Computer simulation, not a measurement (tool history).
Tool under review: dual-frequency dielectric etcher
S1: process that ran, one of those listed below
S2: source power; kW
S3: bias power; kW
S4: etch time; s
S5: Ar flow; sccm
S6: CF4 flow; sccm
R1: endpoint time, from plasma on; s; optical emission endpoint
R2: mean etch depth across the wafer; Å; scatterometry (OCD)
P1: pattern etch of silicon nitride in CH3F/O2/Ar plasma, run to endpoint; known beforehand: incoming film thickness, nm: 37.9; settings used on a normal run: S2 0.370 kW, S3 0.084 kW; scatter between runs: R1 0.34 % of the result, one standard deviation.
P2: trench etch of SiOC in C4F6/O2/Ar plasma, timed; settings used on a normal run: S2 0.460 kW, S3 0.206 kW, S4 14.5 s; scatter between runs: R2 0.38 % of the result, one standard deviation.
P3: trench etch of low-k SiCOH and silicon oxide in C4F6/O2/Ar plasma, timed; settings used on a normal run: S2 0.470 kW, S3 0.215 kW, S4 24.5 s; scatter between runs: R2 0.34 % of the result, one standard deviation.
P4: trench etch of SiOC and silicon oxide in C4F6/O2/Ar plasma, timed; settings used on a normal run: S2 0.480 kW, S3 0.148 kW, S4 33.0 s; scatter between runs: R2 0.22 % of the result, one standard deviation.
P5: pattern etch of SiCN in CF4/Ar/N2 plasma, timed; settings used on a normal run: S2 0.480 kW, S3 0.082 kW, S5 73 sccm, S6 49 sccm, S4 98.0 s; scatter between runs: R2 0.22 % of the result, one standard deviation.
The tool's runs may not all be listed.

run     day  S1     S2     S3    S4  S5  S6      R1       R2
  1   0.221  P1  0.370  0.084                51.411
  2   0.617  P4  0.480  0.148  33.0                   667.53
  3   0.971  P1  0.280  0.084                56.830
  4   1.200  P5  0.480  0.062  98.0  73  49           820.49
  5   1.592  P5  0.360  0.082  98.0  73  49           704.02
  6   1.842  P4  0.480  0.148  33.0                   664.32
  7   2.121  P1  0.370  0.067                55.812
  8   2.433  P5  0.480  0.082  98.0  73  49           907.61
  9   2.812  P3  0.470  0.215  35.0                  1228.40
 10   3.217  P1  0.370  0.117                46.027
 11   3.529  P5  0.480  0.082  98.0  73  49           904.84
 12   3.733  P1  0.470  0.084                46.927
 13   3.954  P3  0.470  0.215  24.5                   864.17
 14   4.325  P5  0.480  0.082  56.5  73  49           524.31
 15   4.596  P1  0.370  0.084                51.469
 16   4.792  P4  0.480  0.104  33.0                   601.34
      4.812  -- source power generator calibrated
 17   5.188  P3  0.470  0.276  24.5                   942.46
 18   5.433  P4  0.480  0.148  46.0                   929.14
 19   5.725  P2  0.460  0.206  10.5                   243.74
 20   5.942  P3  0.470  0.215  24.5                   860.50
 21   6.221  P1  0.370  0.084                52.004
 22   6.425  P2  0.460  0.275  14.5                   369.60
 23   6.696  P3  0.340  0.215  24.5                   757.85
 24   7.033  P2  0.460  0.206  14.5                   335.38
 25   7.267  P2  0.360  0.206  14.5                   306.89
 26   7.654  P1  0.370  0.084                51.297
 27   7.888  P1  0.460  0.106                43.580
 28   8.279  P5  0.480  0.082  98.0  96  49           869.22
 29   8.517  P5  0.480  0.082  98.0  73  69           949.96
 30   8.879  P4  0.600  0.148  33.0                   730.94
 31   9.133  P1  0.370  0.084                51.745
 32   9.483  P1  0.370  0.084                51.893
 33   9.838  P1  0.370  0.084                51.725
 34  10.100  P1  0.370  0.084                51.916
 35  10.325  P1  0.370  0.084                52.421
 36  10.617  P1  0.370  0.084                52.156
     10.721  -- wet clean of the chamber
 37  10.975  P1  0.370  0.084                52.143
 38  11.204  P1  0.370  0.084                52.368
 39  11.438  P1  0.370  0.084                52.161

What P1 gives has crept away from where it was. These 2 causes fit the log equally well, each at the size given:
A: source power that arrives under what is set, % = 4.42
B: bias power that arrives under what is set, % = 4.66
The process output started creeping at around day 9.133.
Other possible causes, and why each is ruled out:
chamber walls in a state that lowers the etch rate, %: serviced at day 10.721, which brought nothing back

4 check runs are offered, one wafer each, their results left as question marks. Which one tells the causes apart?
check 1  11.671  P5  0.480  0.082  98.0  73  49       ?
check 2  11.671  P4  0.480  0.148  33.0               ?
check 3  11.671  P3  0.470  0.215  24.5               ?
check 4  11.671  P2  0.460  0.206  14.5               ?

What each check would give under each cause:
  check  result    if A    if B
check 1      R2  872.16  892.11
check 2      R2  654.57  657.02
check 3      R2  845.95  847.71
check 4      R2  330.63  331.36
Separation of the two closest causes in each check, using whichever result separates them best: check 1 2.26 %; check 2 0.37 %; check 3 0.21 %; check 4 0.22 %
Only check 1 tells the causes apart: in the others they would give nearly the same result.

Then check 1 was run and gave: R2 892.27 Å. Which cause is it?

It was cause B: bias power that arrives under what is set, %.

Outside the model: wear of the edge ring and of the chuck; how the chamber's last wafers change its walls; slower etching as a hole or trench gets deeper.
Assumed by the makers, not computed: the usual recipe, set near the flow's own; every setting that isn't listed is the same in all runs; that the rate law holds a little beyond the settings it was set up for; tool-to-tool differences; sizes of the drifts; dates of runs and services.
